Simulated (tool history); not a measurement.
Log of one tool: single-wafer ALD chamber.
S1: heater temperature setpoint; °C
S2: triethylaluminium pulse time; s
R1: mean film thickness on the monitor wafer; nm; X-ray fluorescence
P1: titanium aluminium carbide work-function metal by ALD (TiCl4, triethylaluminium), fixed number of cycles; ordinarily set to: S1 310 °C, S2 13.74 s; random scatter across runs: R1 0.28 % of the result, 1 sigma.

{"run": 1, "hour": 5.1, "S1": 310, "S2": 13.74, "R1": 2.1141}
{"run": 2, "hour": 8.9, "S1": 310, "S2": 5.76, "R1": 1.8438}
{"run": 3, "hour": 15.2, "S1": 310, "S2": 13.74, "R1": 2.1102}
{"run": 4, "hour": 21.6, "S1": 333, "S2": 13.74, "R1": 2.3195}
{"run": 5, "hour": 25.9, "S1": 310, "S2": 21.65, "R1": 2.1337}
{"run": 6, "hour": 31.8, "S1": 310, "S2": 13.74, "R1": 2.1196}
{"run": 7, "hour": 39.3, "S1": 288, "S2": 13.74, "R1": 1.914}
{"run": 8, "hour": 44.1, "S1": 327, "S2": 8.03, "R1": 2.1406}
{"run": 9, "hour": 50.8, "S1": 324, "S2": 18.94, "R1": 2.263}
{"run": 10, "hour": 57.5, "S1": 310, "S2": 13.74, "R1": 2.1191}
{"run": 11, "hour": 61.7, "S1": 333, "S2": 8.51, "R1": 2.2325}
{"run": 12, "hour": 67.7, "S1": 310, "S2": 13.74, "R1": 2.1094}
{"run": 13, "hour": 75.3, "S1": 310, "S2": 13.74, "R1": 2.1003}
{"run": 14, "hour": 79.7, "S1": 310, "S2": 13.74, "R1": 2.0919}
{"run": 15, "hour": 87.2, "S1": 310, "S2": 13.74, "R1": 2.0956}
{"run": 16, "hour": 91.9, "S1": 310, "S2": 13.74, "R1": 2.094}
{"run": 17, "hour": 98.3, "S1": 310, "S2": 13.74, "R1": 2.0885}
{"run": 18, "hour": 102.1, "S1": 310, "S2": 13.74, "R1": 2.0857}
{"run": 19, "hour": 105.4, "S1": 310, "S2": 13.74, "R1": 2.0883}
{"run": 20, "hour": 111.8, "S1": 310, "S2": 13.74, "R1": 2.0893}
{"run": 21, "hour": 117.9, "S1": 310, "S2": 13.74, "R1": 2.089}
{"run": 22, "hour": 122.5, "S1": 310, "S2": 13.74, "R1": 2.082}

The log shows P1 creeping away from where it was. Any of the 2 causes listed here, at the size stated for it, fits the log just as well as the others:
A: triethylaluminium dose below that of a fresh bottle (%) = 20.7
B: wafer temperature below the value expected at the setpoint (K) = 3.51
Onset of the creep was near hour 67.7.

4 check runs are offered, one wafer each, their results left as question marks. Which one tells the causes apart?
{"run": "check 1", "hour": 127.1, "S1": 289, "S2": 13.74, "R1": "?"}
{"run": "check 2", "hour": 127.1, "S1": 328, "S2": 13.74, "R1": "?"}
{"run": "check 3", "hour": 127.1, "S1": 310, "S2": 6.16, "R1": "?"}
{"run": "check 4", "hour": 127.1, "S1": 331, "S2": 13.74, "R1": "?"}

How each check would come out, cause by cause:
check=check_1 result=R1 if_A=1.9032 if_B=1.9011
check=check_2 result=R1 if_A=2.2440 if_B=2.2460
check=check_3 result=R1 if_A=1.7391 if_B=1.8524
check=check_4 result=R1 if_A=2.2706 if_B=2.2730
Per check, the gap between the least separated pair of causes, taken in the result that splits them most: check 1 0.11 %; check 2 0.09 %; check 3 6.31 %; check 4 0.1 %
Check 3 distinguishes between the causes, while the remaining checks would return nearly the same result for all of them.

Then check 3 was run and gave: R1 1.7271 nm. Which cause is it?

The cause is A: triethylaluminium dose below that of a fresh bottle (%).

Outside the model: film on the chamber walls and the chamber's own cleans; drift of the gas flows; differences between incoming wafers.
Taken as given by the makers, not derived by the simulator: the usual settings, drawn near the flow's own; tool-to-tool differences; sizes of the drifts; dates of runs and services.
